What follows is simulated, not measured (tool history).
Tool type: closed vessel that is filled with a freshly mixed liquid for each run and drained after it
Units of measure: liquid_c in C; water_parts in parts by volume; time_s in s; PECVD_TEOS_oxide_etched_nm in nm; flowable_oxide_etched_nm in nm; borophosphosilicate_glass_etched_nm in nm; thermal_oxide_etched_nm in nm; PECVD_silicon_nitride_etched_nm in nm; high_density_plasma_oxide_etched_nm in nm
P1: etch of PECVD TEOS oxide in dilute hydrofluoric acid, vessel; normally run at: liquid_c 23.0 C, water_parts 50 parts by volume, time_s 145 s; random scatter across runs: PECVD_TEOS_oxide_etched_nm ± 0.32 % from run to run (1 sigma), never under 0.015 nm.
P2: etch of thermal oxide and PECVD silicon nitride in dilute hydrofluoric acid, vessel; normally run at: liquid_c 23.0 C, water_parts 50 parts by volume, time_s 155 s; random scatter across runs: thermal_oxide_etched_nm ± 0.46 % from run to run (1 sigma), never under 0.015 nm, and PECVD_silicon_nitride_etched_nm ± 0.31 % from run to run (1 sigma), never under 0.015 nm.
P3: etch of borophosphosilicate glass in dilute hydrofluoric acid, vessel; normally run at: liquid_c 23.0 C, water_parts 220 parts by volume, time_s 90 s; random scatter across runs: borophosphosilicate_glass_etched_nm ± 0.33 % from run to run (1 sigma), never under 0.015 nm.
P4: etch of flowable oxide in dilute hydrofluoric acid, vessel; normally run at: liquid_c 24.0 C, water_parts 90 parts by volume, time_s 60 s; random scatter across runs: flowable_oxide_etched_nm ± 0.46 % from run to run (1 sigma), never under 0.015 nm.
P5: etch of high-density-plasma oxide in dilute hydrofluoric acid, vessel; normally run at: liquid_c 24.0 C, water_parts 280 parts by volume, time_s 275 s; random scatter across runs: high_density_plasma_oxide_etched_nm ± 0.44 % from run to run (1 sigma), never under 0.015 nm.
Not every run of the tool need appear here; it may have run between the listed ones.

run,hour,process,liquid_c,water_parts,time_s,hours since the thermometer was replaced,hours since the hydrofluoric acid flow meter was replaced,PECVD_TEOS_oxide_etched_nm,flowable_oxide_etched_nm,borophosphosilicate_glass_etched_nm,thermal_oxide_etched_nm,PECVD_silicon_nitride_etched_nm,high_density_plasma_oxide_etched_nm
1,7.9,P1,23.0,50,145,1376.0,485.1,39.6450,,,,,
2,17.2,P4,18.5,90,60,1385.3,494.4,,28.841,,,,
3,27.1,P1,23.0,20,145,1395.2,504.3,103.3500,,,,,
4,37.9,P1,23.0,50,145,1406.0,515.1,39.7300,,,,,
5,48.2,P3,18.0,220,90,1416.3,525.4,,,9.8271,,,
6,59.7,P1,29.5,50,220,1427.8,536.9,77.7090,,,,,
7,66.2,P2,23.0,50,255,1434.3,543.4,,,,23.657,22.4750,
8,72.9,P1,23.0,50,285,1441.0,550.1,77.9050,,,,,
9,83.1,P5,24.0,280,275,1451.2,560.3,,,,,,6.00680
10,90.1,P4,24.0,90,60,1458.2,567.3,,36.321,,,,
11,97.7,P4,24.0,90,60,1465.8,574.9,,36.167,,,,
12,103.6,P1,23.0,50,145,1471.7,580.8,39.3720,,,,,
13,110.6,P1,18.5,50,145,1478.7,587.8,32.7160,,,,,
14,118.9,P1,23.0,50,145,1487.0,596.1,39.4960,,,,,
15,126.0,P5,24.0,115,275,1494.1,603.2,,,,,,17.75500
16,133.3,P5,24.0,280,275,1501.4,610.5,,,,,,6.08150
17,139.6,P1,23.0,50,30,1507.7,616.8,8.2048,,,,,
18,148.0,P2,23.0,50,155,1516.1,625.2,,,,14.456,13.7360,
19,153.5,P3,23.0,220,30,1521.6,630.7,,,3.9567,,,
20,160.4,P4,24.0,20,60,1528.5,637.6,,177.060,,,,
21,167.5,P5,24.0,280,35,1535.6,644.7,,,,,,0.77572
22,174.1,P3,23.0,70,90,1542.2,651.3,,,44.4120,,,
23,184.5,P1,23.0,85,145,1552.6,661.7,22.3810,,,,,
24,192.7,P1,23.0,50,145,1560.8,669.9,39.5590,,,,,
25,203.1,P4,24.0,90,115,1571.2,680.3,,69.426,,,,
26,208.4,P3,23.0,220,90,1576.5,685.6,,,11.8160,,,
27,215.2,P5,17.0,280,275,1583.3,692.4,,,,,,4.68190
28,222.1,P2,23.0,90,155,1590.2,699.3,,,,7.604,7.6913,
29,227.1,P3,23.0,220,90,1595.2,704.3,,,11.9190,,,
30,234.4,P2,29.0,50,155,1602.5,711.6,,,,18.409,20.3650,

For run 31, what comes out?
31,243.6,P1,23.0,50,145,1611.7,720.8,?,,,,,

{"run 31": {"PECVD_TEOS_oxide_etched_nm": 39.587}}
